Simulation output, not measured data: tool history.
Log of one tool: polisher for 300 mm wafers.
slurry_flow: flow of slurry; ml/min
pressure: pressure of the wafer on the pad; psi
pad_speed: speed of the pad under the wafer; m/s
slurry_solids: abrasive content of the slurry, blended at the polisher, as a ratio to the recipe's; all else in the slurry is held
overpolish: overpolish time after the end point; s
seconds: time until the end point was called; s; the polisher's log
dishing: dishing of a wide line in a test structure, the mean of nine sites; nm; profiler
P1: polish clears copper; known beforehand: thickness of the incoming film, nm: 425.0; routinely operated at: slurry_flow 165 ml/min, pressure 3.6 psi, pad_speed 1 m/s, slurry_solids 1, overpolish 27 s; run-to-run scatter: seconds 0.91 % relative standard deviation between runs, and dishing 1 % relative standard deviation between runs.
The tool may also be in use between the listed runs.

| run | hour | slurry_flow | pressure | pad_speed | slurry_solids | overpolish | seconds | dishing |
|---|---|---|---|---|---|---|---|---|
| 1 | 8.2 | 165 | 3.6 | 1 | 1 | 27 | 129.12 | 61.022 |
| 2 | 13.2 | 225 | 1.8 | 1 | 1 | 27 | 243.05 | 33.559 |
| 3 | 21.2 | 165 | 2.4 | 1 | 1 | 27 | 193.13 | 42.264 |
| 4 | 25.8 | 165 | 3.6 | 1 | 1 | 27 | 126.44 | 60.866 |
|  | 27.4 | head pressure recalibrated |
| 5 | 31.3 | 165 | 3.6 | 1.5 | 1.4 | 27 | 80.319 | 86.313 |
| 6 | 35.2 | 100 | 3.6 | 1 | 1 | 27 | 145.11 | 56.314 |
| 7 | 43.2 | 165 | 3.6 | 1 | 1 | 27 | 127.72 | 60.637 |
| 8 | 49.6 | 220 | 3.6 | 1 | 1 | 27 | 124.06 | 62.354 |
| 9 | 57 | 165 | 3.6 | 1 | 1 | 8 | 131.12 | 20.606 |
| 10 | 61.1 | 165 | 5.7 | 1 | 1 | 27 | 81.491 | 88.552 |
| 11 | 65.2 | 165 | 3.6 | 0.44 | 1 | 27 | 289.62 | 30.476 |
| 12 | 72.4 | 165 | 3.6 | 1.48 | 1 | 27 | 88.084 | 81.192 |
| 13 | 76.9 | 165 | 3.6 | 1 | 1 | 27 | 128.24 | 60.523 |
|  | 78.8 | slurry nozzle cleaned |
| 14 | 81.8 | 165 | 3.6 | 1 | 0.7 | 27 | 138.36 | 57.257 |
| 15 | 89.6 | 165 | 3.6 | 1 | 1 | 46 | 129.72 | 89.577 |
| 16 | 97.6 | 165 | 3.6 | 1 | 1.5 | 27 | 116.97 | 65.333 |
| 17 | 103.7 | 165 | 3.6 | 1 | 1 | 27 | 128.28 | 60.595 |
| 18 | 108.8 | 165 | 3.6 | 1 | 1 | 27 | 129.65 | 60.617 |
| 19 | 116.7 | 165 | 3.6 | 1 | 1 | 27 | 131.49 | 59.155 |
| 20 | 124.7 | 165 | 3.6 | 1 | 1 | 27 | 136.04 | 58.096 |
| 21 | 131.4 | 165 | 3.6 | 1 | 1 | 27 | 139.53 | 58.27 |
|  | 134.2 | slurry blender recalibrated |
| 22 | 139.5 | 165 | 3.6 | 1 | 1 | 27 | 141.5 | 56.51 |
| 23 | 144.2 | 165 | 3.6 | 1 | 1 | 27 | 143.5 | 57.84 |
|  | 147.3 | head pressure recalibrated |
| 24 | 148.2 | 165 | 3.6 | 1 | 1 | 27 | 141.41 | 56.301 |
| 25 | 154 | 165 | 3.6 | 1 | 1 | 27 | 142.83 | 55.852 |
| 26 | 160.7 | 165 | 3.6 | 1 | 1 | 27 | 139.61 | 55.82 |

The log shows P1 creeping away from where it was. Any of the 2 causes listed here, at the size stated for it, fits the log just as well as the others:
A: removal rate lost through wear of the pad, % = 9.5
B: slurry flow missing at the pad, % = 39.2
The gradual shift began around hour 108.8.
The rest of the possible causes, and what rules out each one:
head's pressure below its setpoint, %: serviced at hour 147.3, after the drift had started, without restoring the earlier output
abrasive missing from the slurry, %: serviced at hour 134.2, after the drift had started, without restoring the earlier output

You are offered 4 check runs, listed below with question marks in place of their results; each one averages 3 wafers. Which run separates the listed causes by giving clearly different results for each?
| check 1 | 167.4 | 165 | 3.6 | 0.46 | 1 | 37 | ? | ? |
| check 2 | 167.4 | 115 | 3.6 | 0.56 | 1 | 27 | ? | ? |
| check 3 | 167.4 | 165 | 5.5 | 1.2 | 1 | 27 | ? | ? |
| check 4 | 167.4 | 165 | 5.7 | 1 | 1 | 46 | ? | ? |

How each check would come out, cause by cause:
| check | result | if A | if B |
|---|---|---|---|
| check 1 | seconds | 309.58 | 309.55 |
| check 1 | dishing | 37.975 | 37.979 |
| check 2 | seconds | 272.12 | 282.53 |
| check 2 | dishing | 32.215 | 31.15 |
| check 3 | seconds | 77.677 | 77.668 |
| check 3 | dishing | 91.326 | 91.334 |
| check 4 | seconds | 89.942 | 89.932 |
| check 4 | dishing | 117.55 | 117.56 |
Minimum pairwise separation of causes per check, each pair taken at its best-separating result: check 1 0.01 %; check 2 3.75 %; check 3 0.01 %; check 4 0.01 %
Only in check 2 would the causes give clearly different results; in the remaining checks their results would be nearly the same.

Check 2 was then run and gave: seconds 280.85 s; dishing 31.273 nm. Which cause is it?

The correct cause is B, namely: slurry flow missing at the pad, %.
